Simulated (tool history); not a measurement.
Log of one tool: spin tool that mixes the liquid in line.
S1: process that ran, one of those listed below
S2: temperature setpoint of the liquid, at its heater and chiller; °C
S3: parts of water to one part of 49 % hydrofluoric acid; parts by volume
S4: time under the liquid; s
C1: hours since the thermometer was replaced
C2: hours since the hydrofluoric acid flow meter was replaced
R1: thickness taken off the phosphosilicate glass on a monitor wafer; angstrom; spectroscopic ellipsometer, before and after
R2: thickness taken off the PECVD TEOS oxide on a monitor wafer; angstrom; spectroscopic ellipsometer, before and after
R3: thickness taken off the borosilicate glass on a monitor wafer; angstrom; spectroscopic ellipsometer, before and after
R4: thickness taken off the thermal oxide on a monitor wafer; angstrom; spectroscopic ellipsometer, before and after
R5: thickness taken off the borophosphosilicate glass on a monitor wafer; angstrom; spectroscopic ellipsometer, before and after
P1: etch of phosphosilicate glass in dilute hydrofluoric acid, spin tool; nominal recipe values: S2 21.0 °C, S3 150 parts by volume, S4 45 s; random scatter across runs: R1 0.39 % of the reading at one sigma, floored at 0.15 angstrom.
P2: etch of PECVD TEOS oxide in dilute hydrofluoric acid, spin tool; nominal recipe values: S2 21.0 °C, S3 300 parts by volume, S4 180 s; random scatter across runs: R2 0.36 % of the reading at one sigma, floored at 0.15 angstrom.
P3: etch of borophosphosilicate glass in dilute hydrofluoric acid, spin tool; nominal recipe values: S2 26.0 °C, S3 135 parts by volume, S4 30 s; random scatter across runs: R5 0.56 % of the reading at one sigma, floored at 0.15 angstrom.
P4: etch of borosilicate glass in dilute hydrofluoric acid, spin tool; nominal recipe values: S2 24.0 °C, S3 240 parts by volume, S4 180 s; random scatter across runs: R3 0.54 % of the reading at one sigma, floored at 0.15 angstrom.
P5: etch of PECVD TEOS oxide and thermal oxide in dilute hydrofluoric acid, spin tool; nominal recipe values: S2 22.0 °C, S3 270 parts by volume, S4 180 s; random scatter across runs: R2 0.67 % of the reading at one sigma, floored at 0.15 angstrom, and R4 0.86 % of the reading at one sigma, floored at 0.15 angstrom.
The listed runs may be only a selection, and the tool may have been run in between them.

run,day,S1,S2,S3,S4,C1,C2,R1,R2,R3,R4,R5
1,0.162,P1,21.0,150,45,555.7,415.0,513.32,,,,
2,0.354,P2,21.0,300,285,560.3,419.6,,106.200,,,
3,0.688,P1,17.0,150,85,568.3,427.6,815.12,,,,
4,0.983,P1,21.0,150,45,575.4,434.7,510.77,,,,
5,1.188,P4,24.0,240,305,580.3,439.6,,,219.840,,
6,1.354,P1,21.0,150,45,584.3,443.6,509.61,,,,
7,1.529,P1,21.0,150,45,588.5,447.8,517.32,,,,
8,1.858,P4,24.0,240,180,596.4,455.7,,,129.480,,
9,2.042,P5,22.0,270,55,600.8,460.1,,13.302,,7.2654,
10,2.400,P1,21.0,40,45,609.4,468.7,2184.10,,,,
11,2.675,P2,21.0,300,180,616.0,475.3,,67.397,,,
12,2.938,P1,21.0,220,45,622.3,481.6,324.00,,,,
13,3.162,P1,17.0,150,45,627.7,487.0,435.45,,,,
14,3.438,P4,17.0,240,180,634.3,493.6,,,99.429,,
15,3.642,P3,21.0,135,30,639.2,498.5,,,,,90.016
16,3.904,P2,28.5,300,180,645.5,504.8,,86.925,,,
17,4.250,P4,24.0,240,180,653.8,513.1,,,129.850,,
18,4.496,P5,22.0,45,180,659.7,519.0,,325.160,,181.0300,
19,4.721,P1,29.5,150,45,665.1,524.4,706.69,,,,
20,4.971,P2,21.0,450,180,671.1,530.4,,39.455,,,
21,5.150,P5,22.0,270,180,675.4,534.7,,42.261,,24.0150,
22,5.333,P1,21.0,150,85,679.8,539.1,970.54,,,,
23,5.512,P3,26.0,135,30,684.1,543.4,,,,,109.420
24,5.871,P2,21.0,300,180,692.7,552.0,,67.461,,,
25,6.088,P3,26.0,45,30,697.9,557.2,,,,,375.280
26,6.375,P1,21.0,150,15,704.8,564.1,170.03,,,,
27,6.742,P3,26.0,135,50,713.6,572.9,,,,,182.240
28,7.079,P1,21.0,150,45,721.7,581.0,513.94,,,,
29,7.308,P1,17.0,150,75,727.2,586.5,727.08,,,,
30,7.621,P5,17.0,270,180,734.7,594.0,,35.851,,19.4760,
31,7.854,P1,21.0,150,45,740.3,599.6,511.79,,,,
32,8.196,P3,26.0,135,30,748.5,607.8,,,,,110.630
33,8.512,P1,26.5,70,45,756.1,615.4,1506.00,,,,
34,8.762,P4,24.0,380,180,762.1,621.4,,,71.453,,
35,9.054,P1,21.0,150,45,769.1,628.4,515.06,,,,
36,9.388,P1,21.0,150,45,777.1,636.4,512.35,,,,
37,9.650,P1,21.0,150,45,783.4,642.7,526.40,,,,
38,10.008,P1,21.0,150,45,792.0,651.3,535.50,,,,
39,10.258,P1,21.0,150,45,798.0,657.3,543.63,,,,
40,10.508,P1,21.0,150,45,804.0,663.3,545.02,,,,
41,10.854,P1,21.0,150,45,812.3,671.6,547.85,,,,
42,11.112,P1,21.0,150,45,818.5,677.8,546.30,,,,
43,11.350,P1,21.0,150,45,824.2,683.5,552.70,,,,
44,11.638,P1,21.0,150,45,831.1,690.4,551.59,,,,
45,11.967,P1,21.0,150,45,839.0,698.3,551.26,,,,
46,12.179,P1,21.0,150,45,844.1,703.4,551.62,,,,

P1 has crept away from where it was. The log is fitted equally well by each of these 2 causes, at the sizes shown:
A: hydrofluoric acid flow above the setpoint (%) = 7.02
B: liquid hotter than its thermometer reads (K) = 2.01
Onset of the creep was near day 9.388.

Question marks stand in for the results of the 4 check runs listed below, each run on one wafer. Under which run would the listed causes show clearly different results?
check 1,12.392,P4,17.0,240,180,,,,,?,,
check 2,12.392,P3,26.0,50,30,,,,,,,?
check 3,12.392,P2,28.0,385,180,,,,?,,,
check 4,12.392,P5,17.0,270,180,,,,?,,?,

Expected result of each check under each candidate cause:
check,result,if A,if B
check 1,R3,107.880,107.430
check 2,R5,356.670,359.660
check 3,R2,67.180,65.155
check 4,R2,38.780,38.519
check 4,R4,21.4860,21.3420
Minimum pairwise separation of causes per check, each pair taken at its best-separating result: check 1 0.42 %; check 2 0.83 %; check 3 3.06 %; check 4 0.68 %
Check 3 tells the causes apart: in the others they would give nearly the same result.

With check 3 done, the readings were: R2 64.870 angstrom. Identify which of the listed causes applies.

The cause is B: liquid hotter than its thermometer reads (K).
